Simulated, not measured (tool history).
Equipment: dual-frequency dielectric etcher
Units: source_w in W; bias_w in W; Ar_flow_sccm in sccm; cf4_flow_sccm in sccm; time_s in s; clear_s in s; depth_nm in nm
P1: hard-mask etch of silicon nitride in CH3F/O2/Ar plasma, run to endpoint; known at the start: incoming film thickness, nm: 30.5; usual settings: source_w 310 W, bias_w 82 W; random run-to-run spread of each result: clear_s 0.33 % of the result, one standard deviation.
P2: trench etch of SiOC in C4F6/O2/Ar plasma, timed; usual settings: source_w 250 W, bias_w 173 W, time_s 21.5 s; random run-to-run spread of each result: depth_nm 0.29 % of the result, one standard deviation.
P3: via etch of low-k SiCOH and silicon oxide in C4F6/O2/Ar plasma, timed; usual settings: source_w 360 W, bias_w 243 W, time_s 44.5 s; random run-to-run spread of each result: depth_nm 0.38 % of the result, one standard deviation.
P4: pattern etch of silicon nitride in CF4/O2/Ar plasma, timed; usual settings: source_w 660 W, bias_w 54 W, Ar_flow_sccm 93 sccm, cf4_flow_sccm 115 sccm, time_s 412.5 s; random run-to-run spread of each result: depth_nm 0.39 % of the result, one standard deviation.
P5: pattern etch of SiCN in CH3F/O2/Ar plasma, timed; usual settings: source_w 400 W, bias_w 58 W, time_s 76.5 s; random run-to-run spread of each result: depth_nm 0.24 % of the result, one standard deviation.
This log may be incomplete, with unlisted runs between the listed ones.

run,hour,process,source_w,bias_w,Ar_flow_sccm,cf4_flow_sccm,time_s,clear_s,depth_nm
1,8.0,P1,310,82,,,,46.010,
2,23.2,P4,660,54,93,115,412.5,,1054.700
3,34.9,P5,400,58,,,58.5,,19.705
4,49.2,P4,660,73,93,115,412.5,,1182.100
5,60.8,P4,660,54,63,115,412.5,,1108.400
6,73.9,P1,220,113,,,,46.217,
7,82.4,P5,530,58,,,76.5,,28.687
8,96.2,P5,400,58,,,76.5,,25.735
9,114.6,P1,310,82,,,,46.111,
10,130.7,P5,400,40,,,76.5,,22.879
11,139.8,P1,310,82,,,,46.009,
12,153.7,P1,410,82,,,,41.492,
13,165.1,P2,250,173,,,14.5,,24.086
14,177.9,P1,310,82,,,,45.767,
15,190.1,P4,660,54,93,151,412.5,,1093.400
16,199.2,P2,250,173,,,21.5,,35.810
17,213.0,P1,310,82,,,,45.976,
18,230.3,P1,420,96,,,,38.600,
19,241.4,P1,310,99,,,,42.868,
20,258.1,P1,310,82,,,,46.086,
21,271.8,P4,880,54,93,115,412.5,,1364.800
22,286.9,P3,360,243,,,33.0,,79.618
23,304.4,P3,360,243,,,44.5,,106.970
24,317.8,P1,310,52,,,,53.757,
25,325.7,P3,360,148,,,44.5,,91.095
26,341.3,P2,250,173,,,21.5,,35.810
27,350.0,P3,230,243,,,44.5,,90.812
28,358.5,P4,660,54,93,115,281.0,,725.230
29,372.9,P2,170,173,,,21.5,,30.939
30,381.2,P2,250,110,,,21.5,,31.094
31,392.3,P1,200,82,,,,53.711,
32,405.5,P1,310,82,,,,46.045,
33,420.1,P1,310,82,,,,46.411,
34,437.0,P1,310,82,,,,46.279,
35,449.9,P1,310,82,,,,46.787,
# hour 457.0: wet clean of the chamber
36,459.5,P1,310,82,,,,46.642,
37,468.2,P1,310,82,,,,46.681,
38,481.2,P1,310,82,,,,46.510,
39,491.0,P1,310,82,,,,46.587,
40,499.9,P1,310,82,,,,46.766,
41,509.4,P1,310,82,,,,46.575,
42,523.8,P1,310,82,,,,46.982,

The output of P1 has drifted from where it used to be. Each of the 2 causes below, taken at the size shown beside it, accounts for the log equally well:
A: source power that arrives under what is set, % = 4.37
B: bias power that arrives under what is set, % = 4.57
At approximately hour 405.5, the process output began to creep.
The rest of the possible causes, and what rules out each one:
chamber walls in a state that lowers the etch rate, %: maintenance at hour 457.0, after the shift began, did not return the process to its former output

The list below offers 4 check runs, each averaging the results of 2 wafers, and shows each result as a question mark. For which of them would the listed causes give clearly different results?
check 1,538.2,P2,180,173,,,21.5,,?
check 2,538.2,P5,500,58,,,76.5,,?
check 3,538.2,P3,360,151,,,44.5,,?
check 4,538.2,P4,660,54,93,146,324.0,,?

Predicted outcomes, by check and by cause:
check,result,if A,if B
check 1,depth_nm,31.101,31.152
check 2,depth_nm,27.612,27.662
check 3,depth_nm,90.200,90.498
check 4,depth_nm,821.210,840.110
Minimum pairwise separation of causes per check, each pair taken at its best-separating result: check 1 0.17 %; check 2 0.18 %; check 3 0.33 %; check 4 2.28 %
Check 4 is the one run that separates the causes; every other check would come out nearly the same whichever cause is at work.

Check 4 was then run and gave: depth_nm 835.210 nm. Which cause is it?

B is the cause: bias power that arrives under what is set, %.

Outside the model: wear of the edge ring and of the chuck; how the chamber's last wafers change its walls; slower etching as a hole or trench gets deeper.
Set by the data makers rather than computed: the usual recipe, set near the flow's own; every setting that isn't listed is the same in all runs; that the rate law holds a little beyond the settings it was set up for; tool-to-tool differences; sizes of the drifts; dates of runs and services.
